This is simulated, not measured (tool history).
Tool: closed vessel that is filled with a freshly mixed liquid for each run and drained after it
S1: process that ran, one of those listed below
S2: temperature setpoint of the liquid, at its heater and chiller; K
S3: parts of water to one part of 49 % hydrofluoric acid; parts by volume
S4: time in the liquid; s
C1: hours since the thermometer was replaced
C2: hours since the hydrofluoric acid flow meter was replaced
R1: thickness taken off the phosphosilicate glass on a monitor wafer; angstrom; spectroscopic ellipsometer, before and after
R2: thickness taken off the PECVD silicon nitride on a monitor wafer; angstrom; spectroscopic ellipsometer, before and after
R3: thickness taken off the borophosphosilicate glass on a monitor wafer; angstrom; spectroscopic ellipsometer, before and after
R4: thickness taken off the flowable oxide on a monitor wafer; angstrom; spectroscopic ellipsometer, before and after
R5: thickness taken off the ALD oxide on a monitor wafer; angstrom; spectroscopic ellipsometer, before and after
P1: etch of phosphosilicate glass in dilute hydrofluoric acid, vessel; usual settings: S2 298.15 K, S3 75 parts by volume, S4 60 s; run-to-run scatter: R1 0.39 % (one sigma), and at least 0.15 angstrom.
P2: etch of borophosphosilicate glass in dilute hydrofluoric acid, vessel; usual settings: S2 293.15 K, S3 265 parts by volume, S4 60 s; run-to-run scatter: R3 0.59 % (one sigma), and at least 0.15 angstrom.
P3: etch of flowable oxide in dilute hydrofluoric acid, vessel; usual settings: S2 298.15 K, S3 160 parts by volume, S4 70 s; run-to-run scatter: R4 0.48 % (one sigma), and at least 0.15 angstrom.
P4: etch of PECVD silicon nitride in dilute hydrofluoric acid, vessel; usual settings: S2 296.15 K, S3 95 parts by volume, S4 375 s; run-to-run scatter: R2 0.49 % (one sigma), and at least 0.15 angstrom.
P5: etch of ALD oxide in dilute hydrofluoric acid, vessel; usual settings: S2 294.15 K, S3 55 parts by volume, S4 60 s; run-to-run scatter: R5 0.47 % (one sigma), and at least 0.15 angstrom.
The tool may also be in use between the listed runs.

Run 1, hour 3.7: S1 P1, S2 298.15 K, S3 75 parts by volume, S4 60 s; C1 595.8; C2 64.7. Result: R1 1077.60 angstrom.
Run 2, hour 7.9: S1 P1, S2 305.65 K, S3 25 parts by volume, S4 60 s; C1 600.0; C2 68.9. Result: R1 4634.40 angstrom.
Run 3, hour 10.0: S1 P1, S2 298.15 K, S3 20 parts by volume, S4 60 s; C1 602.1; C2 71.0. Result: R1 4299.00 angstrom.
Run 4, hour 12.1: S1 P4, S2 296.15 K, S3 20 parts by volume, S4 375 s; C1 604.2; C2 73.1. Result: R2 783.580 angstrom.
Run 5, hour 14.2: S1 P2, S2 293.15 K, S3 265 parts by volume, S4 100 s; C1 606.3; C2 75.2. Result: R3 89.024 angstrom.
Run 6, hour 17.3: S1 P3, S2 298.15 K, S3 160 parts by volume, S4 70 s; C1 609.4; C2 78.3. Result: R4 95.619 angstrom.
Run 7, hour 19.4: S1 P5, S2 294.15 K, S3 55 parts by volume, S4 60 s; C1 611.5; C2 80.4. Result: R5 176.010 angstrom.
At hour 21.0: thermometer replaced.
Run 8, hour 23.2: S1 P2, S2 293.15 K, S3 265 parts by volume, S4 60 s; C1 2.3; C2 84.2. Result: R3 53.062 angstrom.
Run 9, hour 27.0: S1 P1, S2 293.65 K, S3 75 parts by volume, S4 60 s; C1 6.1; C2 88.0. Result: R1 884.31 angstrom.
Run 10, hour 30.0: S1 P5, S2 294.15 K, S3 55 parts by volume, S4 30 s; C1 9.1; C2 91.0. Result: R5 87.353 angstrom.
Run 11, hour 33.1: S1 P4, S2 302.65 K, S3 95 parts by volume, S4 375 s; C1 12.2; C2 94.1. Result: R2 262.080 angstrom.
Run 12, hour 36.1: S1 P1, S2 298.15 K, S3 75 parts by volume, S4 60 s; C1 15.2; C2 97.1. Result: R1 1078.00 angstrom.
Run 13, hour 39.3: S1 P4, S2 296.15 K, S3 95 parts by volume, S4 180 s; C1 18.4; C2 100.3. Result: R2 82.308 angstrom.
Run 14, hour 42.3: S1 P1, S2 305.65 K, S3 75 parts by volume, S4 60 s; C1 21.4; C2 103.3. Result: R1 1417.00 angstrom.
Run 15, hour 45.0: S1 P5, S2 294.15 K, S3 35 parts by volume, S4 60 s; C1 24.1; C2 106.0. Result: R5 281.280 angstrom.
Run 16, hour 47.3: S1 P3, S2 298.15 K, S3 245 parts by volume, S4 70 s; C1 26.4; C2 108.3. Result: R4 56.492 angstrom.
Run 17, hour 50.9: S1 P1, S2 298.15 K, S3 75 parts by volume, S4 30 s; C1 30.0; C2 111.9. Result: R1 534.64 angstrom.
Run 18, hour 54.9: S1 P4, S2 296.15 K, S3 95 parts by volume, S4 375 s; C1 34.0; C2 115.9. Result: R2 169.800 angstrom.
Run 19, hour 56.8: S1 P3, S2 293.65 K, S3 160 parts by volume, S4 70 s; C1 35.9; C2 117.8. Result: R4 81.260 angstrom.
Run 20, hour 60.6: S1 P1, S2 298.15 K, S3 75 parts by volume, S4 60 s; C1 39.7; C2 121.6. Result: R1 1074.30 angstrom.
Run 21, hour 64.4: S1 P5, S2 299.15 K, S3 55 parts by volume, S4 60 s; C1 43.5; C2 125.4. Result: R5 216.040 angstrom.
Run 22, hour 68.0: S1 P3, S2 298.15 K, S3 160 parts by volume, S4 110 s; C1 47.1; C2 129.0. Result: R4 149.490 angstrom.
Run 23, hour 71.2: S1 P2, S2 299.15 K, S3 265 parts by volume, S4 60 s; C1 50.3; C2 132.2. Result: R3 65.672 angstrom.
Run 24, hour 74.7: S1 P1, S2 302.65 K, S3 20 parts by volume, S4 60 s; C1 53.8; C2 135.7. Result: R1 5175.20 angstrom.
Run 25, hour 76.6: S1 P1, S2 298.15 K, S3 75 parts by volume, S4 60 s; C1 55.7; C2 137.6. Result: R1 1068.70 angstrom.
Run 26, hour 78.6: S1 P2, S2 293.15 K, S3 380 parts by volume, S4 60 s; C1 57.7; C2 139.6. Result: R3 33.250 angstrom.
Run 27, hour 81.2: S1 P1, S2 298.15 K, S3 130 parts by volume, S4 110 s; C1 60.3; C2 142.2. Result: R1 1046.40 angstrom.
Run 28, hour 84.6: S1 P4, S2 296.15 K, S3 95 parts by volume, S4 375 s; C1 63.7; C2 145.6. Result: R2 171.240 angstrom.
Run 29, hour 88.4: S1 P1, S2 298.15 K, S3 75 parts by volume, S4 105 s; C1 67.5; C2 149.4. Result: R1 1879.60 angstrom.
Run 30, hour 90.3: S1 P1, S2 298.15 K, S3 115 parts by volume, S4 60 s; C1 69.4; C2 151.3. Result: R1 659.26 angstrom.
Run 31, hour 94.5: S1 P1, S2 298.15 K, S3 75 parts by volume, S4 60 s; C1 73.6; C2 155.5. Result: R1 1067.70 angstrom.
Run 32, hour 96.9: S1 P1, S2 298.15 K, S3 75 parts by volume, S4 60 s; C1 76.0; C2 157.9. Result: R1 1041.90 angstrom.
Run 33, hour 100.7: S1 P1, S2 298.15 K, S3 75 parts by volume, S4 60 s; C1 79.8; C2 161.7. Result: R1 1036.10 angstrom.
Run 34, hour 102.6: S1 P1, S2 298.15 K, S3 75 parts by volume, S4 60 s; C1 81.7; C2 163.6. Result: R1 1025.80 angstrom.
Run 35, hour 105.5: S1 P1, S2 298.15 K, S3 75 parts by volume, S4 60 s; C1 84.6; C2 166.5. Result: R1 1011.10 angstrom.
Run 36, hour 109.6: S1 P1, S2 298.15 K, S3 75 parts by volume, S4 60 s; C1 88.7; C2 170.6. Result: R1 1015.80 angstrom.
Run 37, hour 112.4: S1 P1, S2 298.15 K, S3 75 parts by volume, S4 60 s; C1 91.5; C2 173.4. Result: R1 1005.00 angstrom.
Run 38, hour 114.8: S1 P1, S2 298.15 K, S3 75 parts by volume, S4 60 s; C1 93.9; C2 175.8. Result: R1 1003.50 angstrom.

Run 39 comes next. What will it give?
Run 39, hour 118.9: S1 P1, S2 298.15 K, S3 75 parts by volume, S4 60 s; C1 98.0; C2 179.9. Result: R1 ?.

Run 39 gave R1 1004.30 angstrom.
